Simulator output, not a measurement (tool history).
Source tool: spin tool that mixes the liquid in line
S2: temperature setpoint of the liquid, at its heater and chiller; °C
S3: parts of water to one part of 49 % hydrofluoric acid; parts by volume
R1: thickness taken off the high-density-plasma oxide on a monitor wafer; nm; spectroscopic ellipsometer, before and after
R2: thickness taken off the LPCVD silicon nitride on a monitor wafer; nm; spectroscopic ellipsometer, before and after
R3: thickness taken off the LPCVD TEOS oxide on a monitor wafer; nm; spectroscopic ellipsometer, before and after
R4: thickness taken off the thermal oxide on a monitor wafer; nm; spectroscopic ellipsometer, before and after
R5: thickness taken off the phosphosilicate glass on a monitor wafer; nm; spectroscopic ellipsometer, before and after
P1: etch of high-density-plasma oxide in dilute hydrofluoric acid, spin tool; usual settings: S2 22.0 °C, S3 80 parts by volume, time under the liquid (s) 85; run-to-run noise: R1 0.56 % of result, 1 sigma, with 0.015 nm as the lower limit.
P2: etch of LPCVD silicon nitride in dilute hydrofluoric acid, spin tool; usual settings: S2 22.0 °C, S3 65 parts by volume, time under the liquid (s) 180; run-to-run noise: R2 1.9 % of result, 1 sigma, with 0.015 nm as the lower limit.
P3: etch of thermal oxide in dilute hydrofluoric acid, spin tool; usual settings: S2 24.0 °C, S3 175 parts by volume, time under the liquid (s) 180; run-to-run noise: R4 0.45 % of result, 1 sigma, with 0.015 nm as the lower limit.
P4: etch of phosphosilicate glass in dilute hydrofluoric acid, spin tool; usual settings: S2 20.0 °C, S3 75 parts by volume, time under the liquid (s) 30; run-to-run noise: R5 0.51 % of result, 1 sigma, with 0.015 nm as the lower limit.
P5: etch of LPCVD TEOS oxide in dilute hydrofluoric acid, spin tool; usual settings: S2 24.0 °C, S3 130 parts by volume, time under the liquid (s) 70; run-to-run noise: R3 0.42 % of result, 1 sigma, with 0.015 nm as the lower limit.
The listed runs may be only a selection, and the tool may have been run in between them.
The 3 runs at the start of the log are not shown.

{"run": 4, "hour": 55.7, "process that ran": "P5", "S2": 24.0, "S3": 130, "time under the liquid (s)": 135, "R3": 33.888}
{"run": 5, "hour": 67.9, "process that ran": "P3", "S2": 28.5, "S3": 175, "time under the liquid (s)": 180, "R4": 5.2794}
{"run": 6, "hour": 80.3, "process that ran": "P1", "S2": 22.0, "S3": 80, "time under the liquid (s)": 85, "R1": 5.0595}
{"run": 7, "hour": 90.4, "process that ran": "P1", "S2": 22.0, "S3": 80, "time under the liquid (s)": 85, "R1": 5.0361}
{"run": 8, "hour": 107.3, "process that ran": "P2", "S2": 22.0, "S3": 65, "time under the liquid (s)": 350, "R2": 2.5283}
{"run": 9, "hour": 115.2, "process that ran": "P1", "S2": 22.0, "S3": 25, "time under the liquid (s)": 85, "R1": 17.443}
{"run": 10, "hour": 123.0, "process that ran": "P3", "S2": 24.0, "S3": 175, "time under the liquid (s)": 180, "R4": 4.4976}
{"hour": 125.2, "done": "thermometer replaced"}
{"run": 11, "hour": 141.0, "process that ran": "P1", "S2": 22.0, "S3": 80, "time under the liquid (s)": 85, "R1": 4.9654}
{"run": 12, "hour": 150.1, "process that ran": "P2", "S2": 22.0, "S3": 65, "time under the liquid (s)": 180, "R2": 1.283}
{"run": 13, "hour": 158.2, "process that ran": "P1", "S2": 28.5, "S3": 80, "time under the liquid (s)": 85, "R1": 6.5187}
{"run": 14, "hour": 172.1, "process that ran": "P3", "S2": 24.0, "S3": 105, "time under the liquid (s)": 180, "R4": 8.0228}
{"run": 15, "hour": 186.7, "process that ran": "P1", "S2": 22.0, "S3": 80, "time under the liquid (s)": 85, "R1": 5.0225}
{"run": 16, "hour": 203.4, "process that ran": "P1", "S2": 29.5, "S3": 140, "time under the liquid (s)": 85, "R1": 3.5283}
{"run": 17, "hour": 211.8, "process that ran": "P4", "S2": 28.0, "S3": 75, "time under the liquid (s)": 30, "R5": 86.466}
{"run": 18, "hour": 221.2, "process that ran": "P1", "S2": 25.5, "S3": 110, "time under the liquid (s)": 85, "R1": 4.0414}
{"run": 19, "hour": 231.5, "process that ran": "P3", "S2": 24.0, "S3": 175, "time under the liquid (s)": 20, "R4": 0.50492}
{"run": 20, "hour": 244.7, "process that ran": "P1", "S2": 22.0, "S3": 80, "time under the liquid (s)": 25, "R1": 1.5065}
{"hour": 252.6, "done": "hydrofluoric acid flow meter replaced"}
{"run": 21, "hour": 258.0, "process that ran": "P5", "S2": 17.0, "S3": 130, "time under the liquid (s)": 70, "R3": 13.359}
{"run": 22, "hour": 265.8, "process that ran": "P2", "S2": 22.0, "S3": 20, "time under the liquid (s)": 180, "R2": 4.1549}
{"run": 23, "hour": 274.2, "process that ran": "P1", "S2": 22.0, "S3": 80, "time under the liquid (s)": 85, "R1": 5.0599}
{"run": 24, "hour": 291.5, "process that ran": "P4", "S2": 20.0, "S3": 75, "time under the liquid (s)": 50, "R5": 105.25}

What does the tool deliver on the next run?
{"run": 25, "hour": 300.1, "process that ran": "P1", "S2": 22.0, "S3": 115, "time under the liquid (s)": 85, "R1": "?"}

R1: 3.3345 nm
